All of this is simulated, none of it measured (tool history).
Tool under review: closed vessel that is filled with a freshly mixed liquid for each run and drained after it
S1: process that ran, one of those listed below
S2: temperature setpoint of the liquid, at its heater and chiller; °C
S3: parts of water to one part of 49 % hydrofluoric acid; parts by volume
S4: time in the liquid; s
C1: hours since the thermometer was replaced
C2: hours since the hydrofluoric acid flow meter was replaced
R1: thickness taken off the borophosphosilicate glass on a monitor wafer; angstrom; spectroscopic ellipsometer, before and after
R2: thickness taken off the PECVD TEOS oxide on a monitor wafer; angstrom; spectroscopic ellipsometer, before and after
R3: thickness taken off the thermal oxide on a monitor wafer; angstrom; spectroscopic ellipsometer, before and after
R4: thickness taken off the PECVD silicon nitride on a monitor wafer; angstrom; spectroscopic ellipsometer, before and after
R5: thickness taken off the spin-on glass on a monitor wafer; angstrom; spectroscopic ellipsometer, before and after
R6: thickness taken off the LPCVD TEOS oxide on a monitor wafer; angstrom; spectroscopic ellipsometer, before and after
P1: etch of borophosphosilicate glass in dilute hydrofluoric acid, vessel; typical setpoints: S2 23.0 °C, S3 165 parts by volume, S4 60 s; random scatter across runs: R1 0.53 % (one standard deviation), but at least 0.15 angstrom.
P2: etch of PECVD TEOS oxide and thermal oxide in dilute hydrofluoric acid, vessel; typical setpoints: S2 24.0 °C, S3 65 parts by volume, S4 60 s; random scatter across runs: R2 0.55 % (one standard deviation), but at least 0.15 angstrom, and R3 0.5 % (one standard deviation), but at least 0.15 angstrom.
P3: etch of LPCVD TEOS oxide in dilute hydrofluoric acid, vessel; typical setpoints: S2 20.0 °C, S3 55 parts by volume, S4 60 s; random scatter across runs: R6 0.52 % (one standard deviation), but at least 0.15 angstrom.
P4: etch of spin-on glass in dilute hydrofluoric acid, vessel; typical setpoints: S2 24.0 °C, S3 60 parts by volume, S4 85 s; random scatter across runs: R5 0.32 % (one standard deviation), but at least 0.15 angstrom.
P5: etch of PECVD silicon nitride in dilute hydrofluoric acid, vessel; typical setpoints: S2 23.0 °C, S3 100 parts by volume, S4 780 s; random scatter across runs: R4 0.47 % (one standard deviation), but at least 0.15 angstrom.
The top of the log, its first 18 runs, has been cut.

run 19 hour=261.9 | S1=P3 S2=20.0 S3=55 S4=85 | C1=485.8 C2=696.6 | R6=231.570
run 20 hour=270.2 | S1=P5 S2=23.0 S3=40 S4=780 | C1=494.1 C2=704.9 | R4=300.35
run 21 hour=287.8 | S1=P1 S2=23.0 S3=165 S4=60 | C1=511.7 C2=722.5 | R1=268.25
run 22 hour=304.9 | S1=P1 S2=23.0 S3=165 S4=115 | C1=528.8 C2=739.6 | R1=521.57
run 23 hour=321.8 | S1=P3 S2=24.5 S3=55 S4=60 | C1=545.7 C2=756.5 | R6=197.250
run 24 hour=330.8 | S1=P1 S2=28.5 S3=165 S4=60 | C1=554.7 C2=765.5 | R1=332.19
run 25 hour=348.6 | S1=P1 S2=30.0 S3=165 S4=110 | C1=572.5 C2=783.3 | R1=641.35
run 26 hour=360.0 | S1=P1 S2=23.0 S3=50 S4=30 | C1=583.9 C2=794.7 | R1=507.34
run 27 hour=368.2 | S1=P1 S2=23.0 S3=165 S4=60 | C1=592.1 C2=802.9 | R1=265.10
run 28 hour=378.9 | S1=P3 S2=20.0 S3=95 S4=60 | C1=602.8 C2=813.6 | R6=90.355
run 29 hour=391.8 | S1=P4 S2=24.0 S3=60 S4=30 | C1=615.7 C2=826.5 | R5=206.39
run 30 hour=407.4 | S1=P2 S2=24.0 S3=105 S4=60 | C1=631.3 C2=842.1 | R2=115.54 R3=27.631
run 31 hour=421.5 | S1=P1 S2=23.0 S3=275 S4=60 | C1=645.4 C2=856.2 | R1=145.20
run 32 hour=436.6 | S1=P2 S2=24.0 S3=65 S4=60 | C1=660.5 C2=871.3 | R2=196.41 R3=46.791
run 33 hour=453.6 | S1=P1 S2=23.0 S3=165 S4=60 | C1=677.5 C2=888.3 | R1=268.32

Forecast run 34:
run 34 hour=465.2 | S1=P1 S2=23.0 S3=165 S4=60 | C1=689.1 C2=899.9 | R1=?

{"run 34": {"R1": 260.1}}
